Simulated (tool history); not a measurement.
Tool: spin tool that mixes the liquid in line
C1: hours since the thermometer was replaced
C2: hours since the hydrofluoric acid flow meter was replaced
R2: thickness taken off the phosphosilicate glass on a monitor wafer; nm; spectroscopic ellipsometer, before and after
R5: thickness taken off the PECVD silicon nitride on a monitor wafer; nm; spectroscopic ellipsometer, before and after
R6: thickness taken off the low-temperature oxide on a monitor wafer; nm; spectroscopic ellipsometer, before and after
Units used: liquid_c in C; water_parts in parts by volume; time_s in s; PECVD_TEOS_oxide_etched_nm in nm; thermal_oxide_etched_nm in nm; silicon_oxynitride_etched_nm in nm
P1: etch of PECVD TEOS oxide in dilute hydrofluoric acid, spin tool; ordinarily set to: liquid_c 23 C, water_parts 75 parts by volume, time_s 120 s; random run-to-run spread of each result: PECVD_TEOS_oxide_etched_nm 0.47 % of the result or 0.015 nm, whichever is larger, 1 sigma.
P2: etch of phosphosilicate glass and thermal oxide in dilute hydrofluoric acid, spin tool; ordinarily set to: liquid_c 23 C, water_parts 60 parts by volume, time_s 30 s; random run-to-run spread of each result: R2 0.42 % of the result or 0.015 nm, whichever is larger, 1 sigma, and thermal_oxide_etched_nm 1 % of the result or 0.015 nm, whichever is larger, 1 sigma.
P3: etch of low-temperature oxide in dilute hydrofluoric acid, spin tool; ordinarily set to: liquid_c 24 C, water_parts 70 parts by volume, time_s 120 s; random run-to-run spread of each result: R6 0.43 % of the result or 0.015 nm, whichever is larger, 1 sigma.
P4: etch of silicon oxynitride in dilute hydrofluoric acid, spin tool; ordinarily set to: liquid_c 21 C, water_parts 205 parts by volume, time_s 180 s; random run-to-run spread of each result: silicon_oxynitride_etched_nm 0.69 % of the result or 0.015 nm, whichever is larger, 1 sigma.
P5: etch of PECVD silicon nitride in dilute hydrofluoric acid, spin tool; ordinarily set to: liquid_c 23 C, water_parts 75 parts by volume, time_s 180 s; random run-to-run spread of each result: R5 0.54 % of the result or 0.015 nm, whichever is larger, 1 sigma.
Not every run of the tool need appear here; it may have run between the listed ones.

{"run": 1, "day": 0.171, "process": "P1", "liquid_c": 23, "water_parts": 75, "time_s": 120, "C1": 747.7, "C2": 311.6, "PECVD_TEOS_oxide_etched_nm": 13.985}
{"run": 2, "day": 0.358, "process": "P1", "liquid_c": 23, "water_parts": 115, "time_s": 120, "C1": 752.2, "C2": 316.1, "PECVD_TEOS_oxide_etched_nm": 8.6447}
{"run": 3, "day": 0.554, "process": "P2", "liquid_c": 17, "water_parts": 60, "time_s": 30, "C1": 756.9, "C2": 320.8, "R2": 79.71, "thermal_oxide_etched_nm": 1.8995}
{"run": 4, "day": 0.775, "process": "P4", "liquid_c": 21, "water_parts": 205, "time_s": 85, "C1": 762.2, "C2": 326.1, "silicon_oxynitride_etched_nm": 1.5929}
{"run": 5, "day": 1.008, "process": "P1", "liquid_c": 23, "water_parts": 45, "time_s": 70, "C1": 767.8, "C2": 331.7, "PECVD_TEOS_oxide_etched_nm": 14.207}
{"run": 6, "day": 1.283, "process": "P4", "liquid_c": 21, "water_parts": 130, "time_s": 180, "C1": 774.4, "C2": 338.3, "silicon_oxynitride_etched_nm": 5.5571}
{"run": 7, "day": 1.604, "process": "P1", "liquid_c": 23, "water_parts": 75, "time_s": 120, "C1": 782.1, "C2": 346, "PECVD_TEOS_oxide_etched_nm": 13.958}
{"run": 8, "day": 1.992, "process": "P1", "liquid_c": 17, "water_parts": 75, "time_s": 120, "C1": 791.4, "C2": 355.3, "PECVD_TEOS_oxide_etched_nm": 10.884}
{"run": 9, "day": 2.283, "process": "P1", "liquid_c": 23, "water_parts": 75, "time_s": 120, "C1": 798.4, "C2": 362.3, "PECVD_TEOS_oxide_etched_nm": 13.923}
{"run": 10, "day": 2.454, "process": "P5", "liquid_c": 23, "water_parts": 45, "time_s": 180, "C1": 802.5, "C2": 366.4, "R5": 6.3201}
{"run": 11, "day": 2.667, "process": "P1", "liquid_c": 23, "water_parts": 75, "time_s": 220, "C1": 807.6, "C2": 371.5, "PECVD_TEOS_oxide_etched_nm": 25.619}
{"run": 12, "day": 2.892, "process": "P3", "liquid_c": 24, "water_parts": 70, "time_s": 180, "C1": 813, "C2": 376.9, "R6": 49.738}
{"day": 3.025, "done": "hydrofluoric acid flow meter replaced"}
{"run": 13, "day": 3.262, "process": "P4", "liquid_c": 21, "water_parts": 205, "time_s": 180, "C1": 821.9, "C2": 5.7, "silicon_oxynitride_etched_nm": 3.3737}
{"run": 14, "day": 3.458, "process": "P4", "liquid_c": 17, "water_parts": 205, "time_s": 180, "C1": 826.6, "C2": 10.4, "silicon_oxynitride_etched_nm": 2.7832}
{"run": 15, "day": 3.792, "process": "P2", "liquid_c": 23, "water_parts": 100, "time_s": 30, "C1": 834.6, "C2": 18.4, "R2": 58.233, "thermal_oxide_etched_nm": 1.4248}
{"run": 16, "day": 4.125, "process": "P1", "liquid_c": 23, "water_parts": 75, "time_s": 120, "C1": 842.6, "C2": 26.4, "PECVD_TEOS_oxide_etched_nm": 14.047}
{"run": 17, "day": 4.446, "process": "P4", "liquid_c": 21, "water_parts": 205, "time_s": 180, "C1": 850.3, "C2": 34.1, "silicon_oxynitride_etched_nm": 3.3997}
{"run": 18, "day": 4.733, "process": "P1", "liquid_c": 17, "water_parts": 25, "time_s": 120, "C1": 857.2, "C2": 41, "PECVD_TEOS_oxide_etched_nm": 34.555}
{"run": 19, "day": 5.0, "process": "P2", "liquid_c": 23, "water_parts": 60, "time_s": 60, "C1": 863.6, "C2": 47.4, "R2": 203.37, "thermal_oxide_etched_nm": 4.9256}
{"run": 20, "day": 5.3, "process": "P3", "liquid_c": 28.5, "water_parts": 70, "time_s": 120, "C1": 870.8, "C2": 54.6, "R6": 39.613}
{"run": 21, "day": 5.488, "process": "P5", "liquid_c": 23, "water_parts": 75, "time_s": 180, "C1": 875.3, "C2": 59.1, "R5": 3.826}
{"run": 22, "day": 5.754, "process": "P3", "liquid_c": 24, "water_parts": 70, "time_s": 120, "C1": 881.7, "C2": 65.5, "R6": 33.11}
{"run": 23, "day": 6.125, "process": "P5", "liquid_c": 17, "water_parts": 75, "time_s": 180, "C1": 890.6, "C2": 74.4, "R5": 2.5524}
{"run": 24, "day": 6.338, "process": "P1", "liquid_c": 27, "water_parts": 75, "time_s": 180, "C1": 895.7, "C2": 79.5, "PECVD_TEOS_oxide_etched_nm": 24.627}
{"run": 25, "day": 6.654, "process": "P5", "liquid_c": 23, "water_parts": 75, "time_s": 360, "C1": 903.3, "C2": 87.1, "R5": 7.5722}
{"run": 26, "day": 6.938, "process": "P1", "liquid_c": 23, "water_parts": 75, "time_s": 120, "C1": 910.1, "C2": 93.9, "PECVD_TEOS_oxide_etched_nm": 14.013}
{"run": 27, "day": 7.142, "process": "P3", "liquid_c": 24, "water_parts": 40, "time_s": 120, "C1": 915, "C2": 98.8, "R6": 59.976}
{"run": 28, "day": 7.517, "process": "P3", "liquid_c": 24, "water_parts": 70, "time_s": 120, "C1": 924, "C2": 107.8, "R6": 33.248}
{"run": 29, "day": 7.879, "process": "P1", "liquid_c": 29.5, "water_parts": 75, "time_s": 120, "C1": 932.7, "C2": 116.5, "PECVD_TEOS_oxide_etched_nm": 17.871}
{"run": 30, "day": 8.267, "process": "P1", "liquid_c": 23, "water_parts": 75, "time_s": 40, "C1": 942, "C2": 125.8, "PECVD_TEOS_oxide_etched_nm": 4.6579}
{"run": 31, "day": 8.625, "process": "P2", "liquid_c": 23, "water_parts": 60, "time_s": 30, "C1": 950.6, "C2": 134.4, "R2": 101.68, "thermal_oxide_etched_nm": 2.5045}
{"run": 32, "day": 8.996, "process": "P1", "liquid_c": 23, "water_parts": 20, "time_s": 120, "C1": 959.5, "C2": 143.3, "PECVD_TEOS_oxide_etched_nm": 56.205}
{"run": 33, "day": 9.333, "process": "P1", "liquid_c": 23, "water_parts": 75, "time_s": 120, "C1": 967.6, "C2": 151.4, "PECVD_TEOS_oxide_etched_nm": 13.909}
{"run": 34, "day": 9.717, "process": "P1", "liquid_c": 23, "water_parts": 75, "time_s": 120, "C1": 976.8, "C2": 160.6, "PECVD_TEOS_oxide_etched_nm": 13.965}
{"run": 35, "day": 10.042, "process": "P1", "liquid_c": 23, "water_parts": 75, "time_s": 120, "C1": 984.6, "C2": 168.4, "PECVD_TEOS_oxide_etched_nm": 14.664}
{"run": 36, "day": 10.229, "process": "P1", "liquid_c": 23, "water_parts": 75, "time_s": 120, "C1": 989.1, "C2": 172.9, "PECVD_TEOS_oxide_etched_nm": 14.805}
{"run": 37, "day": 10.4, "process": "P1", "liquid_c": 23, "water_parts": 75, "time_s": 120, "C1": 993.2, "C2": 177, "PECVD_TEOS_oxide_etched_nm": 14.92}
{"run": 38, "day": 10.679, "process": "P1", "liquid_c": 23, "water_parts": 75, "time_s": 120, "C1": 999.9, "C2": 183.7, "PECVD_TEOS_oxide_etched_nm": 15.119}
{"run": 39, "day": 10.933, "process": "P1", "liquid_c": 23, "water_parts": 75, "time_s": 120, "C1": 1006, "C2": 189.8, "PECVD_TEOS_oxide_etched_nm": 15.339}
{"run": 40, "day": 11.196, "process": "P1", "liquid_c": 23, "water_parts": 75, "time_s": 120, "C1": 1012.3, "C2": 196.1, "PECVD_TEOS_oxide_etched_nm": 15.389}
{"run": 41, "day": 11.388, "process": "P1", "liquid_c": 23, "water_parts": 75, "time_s": 120, "C1": 1016.9, "C2": 200.7, "PECVD_TEOS_oxide_etched_nm": 15.341}
{"run": 42, "day": 11.746, "process": "P1", "liquid_c": 23, "water_parts": 75, "time_s": 120, "C1": 1025.5, "C2": 209.3, "PECVD_TEOS_oxide_etched_nm": 15.26}
{"run": 43, "day": 12.071, "process": "P1", "liquid_c": 23, "water_parts": 75, "time_s": 120, "C1": 1033.3, "C2": 217.1, "PECVD_TEOS_oxide_etched_nm": 15.353}

Compared with where it was, what P1 gives has crept away. Each cause listed below fits the log as well as the rest, at the size given for it:
A: liquid hotter than its thermometer reads (K) = 2.41
B: hydrofluoric acid flow above the setpoint (%) = 9.29
The creep began at about day 9.717.

Of the 4 check runs listed below, each run on one wafer and each result written as a question mark, which would let you distinguish the listed causes because they would give clearly different results?
{"run": "check 1", "day": 12.396, "process": "P3", "liquid_c": 24, "water_parts": 70, "time_s": 120, "R6": "?"}
{"run": "check 2", "day": 12.396, "process": "P2", "liquid_c": 23, "water_parts": 60, "time_s": 30, "R2": "?", "thermal_oxide_etched_nm": "?"}
{"run": "check 3", "day": 12.396, "process": "P4", "liquid_c": 21, "water_parts": 205, "time_s": 180, "silicon_oxynitride_etched_nm": "?"}
{"run": "check 4", "day": 12.396, "process": "P5", "liquid_c": 23, "water_parts": 75, "time_s": 180, "R5": "?"}

How each check would come out, cause by cause:
check=check_1 result=R6 if_A=36.622 if_B=36.617
check=check_2 result=R2 if_A=112.08 if_B=111.76
check=check_2 result=thermal_oxide_etched_nm if_A=2.7147 if_B=2.7069
check=check_3 result=silicon_oxynitride_etched_nm if_A=3.7667 if_B=3.7349
check=check_4 result=R5 if_A=4.4888 if_B=4.1725
Distance between the nearest two causes, measured in the result of the check that separates them most: check 1 0.01 %; check 2 0.29 %; check 3 0.85 %; check 4 7.31 %
Check 4 tells the causes apart: in the others they would give nearly the same result.

With check 4 done, the readings were: R5 4.1179 nm. Identify which of the listed causes applies.

It is B: hydrofluoric acid flow above the setpoint (%).
